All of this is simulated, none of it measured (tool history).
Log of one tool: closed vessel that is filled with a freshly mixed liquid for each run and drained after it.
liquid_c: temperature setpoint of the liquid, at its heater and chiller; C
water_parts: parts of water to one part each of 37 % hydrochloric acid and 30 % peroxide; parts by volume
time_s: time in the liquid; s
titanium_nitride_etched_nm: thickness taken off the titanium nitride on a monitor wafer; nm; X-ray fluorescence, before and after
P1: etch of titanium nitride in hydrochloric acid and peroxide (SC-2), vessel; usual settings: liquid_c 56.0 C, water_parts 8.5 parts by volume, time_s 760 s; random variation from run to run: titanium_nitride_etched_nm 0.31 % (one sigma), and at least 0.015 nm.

{"run": 1, "hour": 9.7, "liquid_c": 56.0, "water_parts": 8.5, "time_s": 760, "titanium_nitride_etched_nm": 25.844}
{"run": 2, "hour": 16.3, "liquid_c": 56.0, "water_parts": 8.5, "time_s": 1440, "titanium_nitride_etched_nm": 49.073}
{"run": 3, "hour": 26.6, "liquid_c": 39.5, "water_parts": 8.5, "time_s": 760, "titanium_nitride_etched_nm": 8.4808}
{"run": 4, "hour": 35.8, "liquid_c": 66.0, "water_parts": 8.5, "time_s": 185, "titanium_nitride_etched_nm": 11.752}
{"run": 5, "hour": 40.6, "liquid_c": 56.0, "water_parts": 8.5, "time_s": 760, "titanium_nitride_etched_nm": 25.921}
{"hour": 46.0, "done": "chemicals flow meter replaced"}
{"run": 6, "hour": 48.7, "liquid_c": 56.0, "water_parts": 4.0, "time_s": 760, "titanium_nitride_etched_nm": 45.391}
{"hour": 49.6, "done": "thermometer replaced"}
{"run": 7, "hour": 56.8, "liquid_c": 56.0, "water_parts": 8.5, "time_s": 40, "titanium_nitride_etched_nm": 1.3472}
{"run": 8, "hour": 62.5, "liquid_c": 56.0, "water_parts": 8.5, "time_s": 760, "titanium_nitride_etched_nm": 25.88}
{"run": 9, "hour": 71.9, "liquid_c": 66.5, "water_parts": 8.5, "time_s": 760, "titanium_nitride_etched_nm": 49.707}
{"run": 10, "hour": 79.4, "liquid_c": 62.5, "water_parts": 4.0, "time_s": 760, "titanium_nitride_etched_nm": 68.204}
{"run": 11, "hour": 89.0, "liquid_c": 56.0, "water_parts": 8.5, "time_s": 760, "titanium_nitride_etched_nm": 25.797}
{"run": 12, "hour": 98.5, "liquid_c": 56.0, "water_parts": 8.5, "time_s": 760, "titanium_nitride_etched_nm": 25.936}
{"run": 13, "hour": 102.9, "liquid_c": 56.0, "water_parts": 8.5, "time_s": 760, "titanium_nitride_etched_nm": 25.835}
{"run": 14, "hour": 111.1, "liquid_c": 68.0, "water_parts": 8.5, "time_s": 145, "titanium_nitride_etched_nm": 10.394}
{"run": 15, "hour": 115.6, "liquid_c": 56.0, "water_parts": 12.5, "time_s": 760, "titanium_nitride_etched_nm": 18.752}
{"run": 16, "hour": 125.2, "liquid_c": 56.0, "water_parts": 8.5, "time_s": 760, "titanium_nitride_etched_nm": 26.016}
{"run": 17, "hour": 132.5, "liquid_c": 56.0, "water_parts": 8.5, "time_s": 760, "titanium_nitride_etched_nm": 25.198}
{"run": 18, "hour": 137.5, "liquid_c": 56.0, "water_parts": 8.5, "time_s": 760, "titanium_nitride_etched_nm": 24.761}
{"run": 19, "hour": 144.0, "liquid_c": 56.0, "water_parts": 8.5, "time_s": 760, "titanium_nitride_etched_nm": 24.404}
{"run": 20, "hour": 150.6, "liquid_c": 56.0, "water_parts": 8.5, "time_s": 760, "titanium_nitride_etched_nm": 24.129}
{"run": 21, "hour": 160.3, "liquid_c": 56.0, "water_parts": 8.5, "time_s": 760, "titanium_nitride_etched_nm": 23.961}
{"run": 22, "hour": 165.0, "liquid_c": 56.0, "water_parts": 8.5, "time_s": 760, "titanium_nitride_etched_nm": 23.915}
{"hour": 170.1, "done": "new drum of peroxide connected"}
{"run": 23, "hour": 173.3, "liquid_c": 56.0, "water_parts": 8.5, "time_s": 760, "titanium_nitride_etched_nm": 23.798}
{"run": 24, "hour": 183.3, "liquid_c": 56.0, "water_parts": 8.5, "time_s": 760, "titanium_nitride_etched_nm": 23.635}
{"run": 25, "hour": 189.6, "liquid_c": 56.0, "water_parts": 8.5, "time_s": 760, "titanium_nitride_etched_nm": 23.612}
{"run": 26, "hour": 194.8, "liquid_c": 56.0, "water_parts": 8.5, "time_s": 760, "titanium_nitride_etched_nm": 23.619}

What P1 gives has crept away from where it was. These 2 causes fit the log equally well, each at the size given:
A: liquid colder than its thermometer reads (K) = 1.41
B: chemicals flow below the setpoint (%) = 10.5
The creep began at about hour 125.2.
Why every other cause is out:
peroxide weaker than its label (%): serviced at hour 170.1, which brought nothing back

4 check runs are offered, one wafer each, their results left as question marks. Which one tells the causes apart?
{"run": "check 1", "hour": 200.0, "liquid_c": 40.5, "water_parts": 4.0, "time_s": 760, "titanium_nitride_etched_nm": "?"}
{"run": "check 2", "hour": 200.0, "liquid_c": 47.0, "water_parts": 8.5, "time_s": 760, "titanium_nitride_etched_nm": "?"}
{"run": "check 3", "hour": 200.0, "liquid_c": 44.5, "water_parts": 8.5, "time_s": 760, "titanium_nitride_etched_nm": "?"}
{"run": "check 4", "hour": 200.0, "liquid_c": 65.5, "water_parts": 8.5, "time_s": 1340, "titanium_nitride_etched_nm": "?"}

What each check would give under each cause:
check=check_1 result=titanium_nitride_etched_nm if_A=14.4320 if_B=14.7970
check=check_2 result=titanium_nitride_etched_nm if_A=12.9950 if_B=13.0670
check=check_3 result=titanium_nitride_etched_nm if_A=10.9340 if_B=11.0110
check=check_4 result=titanium_nitride_etched_nm if_A=75.9470 if_B=75.5870
How far apart the two closest causes lie, in the result that separates them most: check 1 2.5 %; check 2 0.55 %; check 3 0.7 %; check 4 0.47 %
Check 1 tells the causes apart: in the others they would give nearly the same result.

Then check 1 was run and gave: titanium_nitride_etched_nm 14.5020 nm. Which cause is it?

It is A: liquid colder than its thermometer reads (K).

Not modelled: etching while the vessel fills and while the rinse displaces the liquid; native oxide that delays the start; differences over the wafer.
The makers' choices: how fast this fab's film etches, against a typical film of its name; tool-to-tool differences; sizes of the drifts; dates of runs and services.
